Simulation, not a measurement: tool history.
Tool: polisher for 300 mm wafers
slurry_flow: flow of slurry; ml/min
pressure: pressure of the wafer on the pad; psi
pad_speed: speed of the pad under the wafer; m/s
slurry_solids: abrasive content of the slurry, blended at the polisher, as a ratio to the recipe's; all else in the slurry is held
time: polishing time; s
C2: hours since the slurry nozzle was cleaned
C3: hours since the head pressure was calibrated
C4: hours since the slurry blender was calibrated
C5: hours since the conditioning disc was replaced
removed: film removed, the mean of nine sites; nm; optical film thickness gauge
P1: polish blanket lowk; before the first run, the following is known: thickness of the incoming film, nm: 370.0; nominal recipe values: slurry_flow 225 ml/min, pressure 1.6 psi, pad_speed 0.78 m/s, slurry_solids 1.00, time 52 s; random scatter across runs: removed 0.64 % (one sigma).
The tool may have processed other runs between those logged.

Run 1, hour 7.2: slurry_flow 225 ml/min, pressure 1.6 psi, pad_speed 0.78 m/s, slurry_solids 1.00, time 52 s; wafers polished on this pad 338; C2 519.5; C3 208.0; C4 77.4; C5 30.3. Result: removed 12.6010 nm.
Run 2, hour 14.9: slurry_flow 225 ml/min, pressure 1.6 psi, pad_speed 0.78 m/s, slurry_solids 1.00, time 52 s; wafers polished on this pad 434; C2 527.2; C3 215.7; C4 85.1; C5 38.0. Result: removed 12.6570 nm.
Run 3, hour 20.2: slurry_flow 225 ml/min, pressure 1.6 psi, pad_speed 0.78 m/s, slurry_solids 1.00, time 52 s; wafers polished on this pad 501; C2 532.5; C3 221.0; C4 90.4; C5 43.3. Result: removed 12.5330 nm.
Run 4, hour 26.1: slurry_flow 225 ml/min, pressure 1.6 psi, pad_speed 1.08 m/s, slurry_solids 1.00, time 52 s; wafers polished on this pad 574; C2 538.4; C3 226.9; C4 96.3; C5 49.2. Result: removed 16.1790 nm.
Run 5, hour 30.9: slurry_flow 225 ml/min, pressure 2.5 psi, pad_speed 0.78 m/s, slurry_solids 1.00, time 52 s; wafers polished on this pad 634; C2 543.2; C3 231.7; C4 101.1; C5 54.0. Result: removed 19.6860 nm.
Run 6, hour 35.5: slurry_flow 225 ml/min, pressure 1.6 psi, pad_speed 0.78 m/s, slurry_solids 1.00, time 71 s; wafers polished on this pad 692; C2 547.8; C3 236.3; C4 105.7; C5 58.6. Result: removed 17.0480 nm.
Run 7, hour 39.1: slurry_flow 225 ml/min, pressure 0.8 psi, pad_speed 0.78 m/s, slurry_solids 1.00, time 52 s; wafers polished on this pad 736; C2 551.4; C3 239.9; C4 109.3; C5 62.2. Result: removed 6.3456 nm.
Run 8, hour 45.9: slurry_flow 135 ml/min, pressure 1.6 psi, pad_speed 0.78 m/s, slurry_solids 1.00, time 52 s; wafers polished on this pad 821; C2 558.2; C3 246.7; C4 116.1; C5 69.0. Result: removed 11.6360 nm.
Run 9, hour 52.7: slurry_flow 225 ml/min, pressure 1.6 psi, pad_speed 0.78 m/s, slurry_solids 1.00, time 31 s; wafers polished on this pad 906; C2 565.0; C3 253.5; C4 122.9; C5 75.8. Result: removed 7.4418 nm.
Run 10, hour 56.8: slurry_flow 225 ml/min, pressure 1.6 psi, pad_speed 0.78 m/s, slurry_solids 1.00, time 52 s; wafers polished on this pad 957; C2 569.1; C3 257.6; C4 127.0; C5 79.9. Result: removed 12.5990 nm.
Run 11, hour 64.5: slurry_flow 225 ml/min, pressure 1.6 psi, pad_speed 0.78 m/s, slurry_solids 1.00, time 52 s; wafers polished on this pad 1054; C2 576.8; C3 265.3; C4 134.7; C5 87.6. Result: removed 12.5600 nm.
At hour 68.2: head pressure recalibrated.
Run 12, hour 68.7: slurry_flow 225 ml/min, pressure 1.6 psi, pad_speed 0.78 m/s, slurry_solids 1.00, time 52 s; wafers polished on this pad 1106; C2 581.0; C3 0.6; C4 138.9; C5 91.8. Result: removed 12.5770 nm.
Run 13, hour 72.0: slurry_flow 225 ml/min, pressure 1.6 psi, pad_speed 0.78 m/s, slurry_solids 1.35, time 52 s; wafers polished on this pad 1147; C2 584.3; C3 3.9; C4 142.2; C5 95.1. Result: removed 14.2350 nm.
Run 14, hour 78.1: slurry_flow 225 ml/min, pressure 1.6 psi, pad_speed 0.36 m/s, slurry_solids 1.00, time 52 s; wafers polished on this pad 1223; C2 590.4; C3 10.0; C4 148.3; C5 101.2. Result: removed 6.8233 nm.
Run 15, hour 81.6: slurry_flow 225 ml/min, pressure 2.3 psi, pad_speed 1.00 m/s, slurry_solids 1.00, time 52 s; wafers polished on this pad 1267; C2 593.9; C3 13.5; C4 151.8; C5 104.7. Result: removed 22.2430 nm.
Run 16, hour 85.9: slurry_flow 300 ml/min, pressure 1.6 psi, pad_speed 0.78 m/s, slurry_solids 1.00, time 52 s; wafers polished on this pad 1321; C2 598.2; C3 17.8; C4 156.1; C5 109.0. Result: removed 13.0610 nm.
Run 17, hour 90.1: slurry_flow 225 ml/min, pressure 1.6 psi, pad_speed 0.78 m/s, slurry_solids 0.50, time 52 s; wafers polished on this pad 1373; C2 602.4; C3 22.0; C4 160.3; C5 113.2. Result: removed 8.6825 nm.
Run 18, hour 95.6: slurry_flow 225 ml/min, pressure 1.6 psi, pad_speed 0.78 m/s, slurry_solids 1.00, time 52 s; wafers polished on this pad 1442; C2 607.9; C3 27.5; C4 165.8; C5 118.7. Result: removed 12.6060 nm.
Run 19, hour 101.1: slurry_flow 225 ml/min, pressure 1.6 psi, pad_speed 0.78 m/s, slurry_solids 1.00, time 52 s; wafers polished on this pad 1510; C2 613.4; C3 33.0; C4 171.3; C5 124.2. Result: removed 12.0000 nm.
Run 20, hour 105.5: slurry_flow 225 ml/min, pressure 1.6 psi, pad_speed 0.78 m/s, slurry_solids 1.00, time 52 s; wafers polished on this pad 1565; C2 617.8; C3 37.4; C4 175.7; C5 128.6. Result: removed 11.6180 nm.
Run 21, hour 111.5: slurry_flow 225 ml/min, pressure 1.6 psi, pad_speed 0.78 m/s, slurry_solids 1.00, time 52 s; wafers polished on this pad 1640; C2 623.8; C3 43.4; C4 181.7; C5 134.6. Result: removed 11.4550 nm.
At hour 114.1: conditioning disc replaced and pad reconditioned.
At hour 115.2: head pressure recalibrated.
Run 22, hour 115.3: slurry_flow 225 ml/min, pressure 1.6 psi, pad_speed 0.78 m/s, slurry_solids 1.00, time 52 s; wafers polished on this pad 1688; C2 627.6; C3 0.2; C4 185.5; C5 1.3. Result: removed 11.3140 nm.
At hour 116.6: slurry nozzle cleaned.
Run 23, hour 120.0: slurry_flow 225 ml/min, pressure 1.6 psi, pad_speed 0.78 m/s, slurry_solids 1.00, time 52 s; wafers polished on this pad 1746; C2 3.4; C3 4.9; C4 190.2; C5 6.0. Result: removed 11.3880 nm.
Run 24, hour 126.0: slurry_flow 225 ml/min, pressure 1.6 psi, pad_speed 0.78 m/s, slurry_solids 1.00, time 52 s; wafers polished on this pad 1821; C2 9.4; C3 10.9; C4 196.2; C5 12.0. Result: removed 11.5020 nm.

What P1 gives has crept off from where it sat before. The 2 causes that follow fit the log equally well, each at the size noted:
A: removal rate lost through wear of the pad, % = 9.81
B: abrasive missing from the slurry, % = 19.3
The onset of the drift is placed at about hour 95.6.
Why every other cause is out:
slurry flow missing at the pad, %: its service at hour 116.6 followed the start of the drift and did not put the process back to its old value
head's pressure below its setpoint, %: its service at hour 115.2 followed the start of the drift and did not put the process back to its old value
time polished since the conditioner stopped cutting, s: its service at hour 114.1 followed the start of the drift and did not put the process back to its old value

The list below offers 4 check runs, each averaging the results of 5 wafers, and shows each result as a question mark. For which of them would the listed causes give clearly different results?
Run check 1, hour 132.0: slurry_flow 225 ml/min, pressure 1.6 psi, pad_speed 0.46 m/s, slurry_solids 1.00, time 52 s. Result: removed ?.
Run check 2, hour 132.0: slurry_flow 225 ml/min, pressure 1.2 psi, pad_speed 0.78 m/s, slurry_solids 1.00, time 32 s. Result: removed ?.
Run check 3, hour 132.0: slurry_flow 225 ml/min, pressure 1.6 psi, pad_speed 0.78 m/s, slurry_solids 0.65, time 36 s. Result: removed ?.
Run check 4, hour 132.0: slurry_flow 225 ml/min, pressure 2.2 psi, pad_speed 0.78 m/s, slurry_solids 1.00, time 42 s. Result: removed ?.

If the cause were each of the candidates in turn, the checks would give the following:
  check   result     if A     if B
check 1  removed   7.4307   7.4311
check 2  removed   5.2325   5.2328
check 3  removed   6.3054   6.1632
check 4  removed  12.5910  12.5910
Minimum pairwise separation of causes per check, each pair taken at its best-separating result: check 1 0.01 %; check 2 0.01 %; check 3 2.28 %; check 4 0.01 %
Check 3 distinguishes between the causes, while the remaining checks would return nearly the same result for all of them.

Here is what check 3 returned: removed 6.1729 nm. Which cause is it?

The correct cause is B, namely: abrasive missing from the slurry, %.

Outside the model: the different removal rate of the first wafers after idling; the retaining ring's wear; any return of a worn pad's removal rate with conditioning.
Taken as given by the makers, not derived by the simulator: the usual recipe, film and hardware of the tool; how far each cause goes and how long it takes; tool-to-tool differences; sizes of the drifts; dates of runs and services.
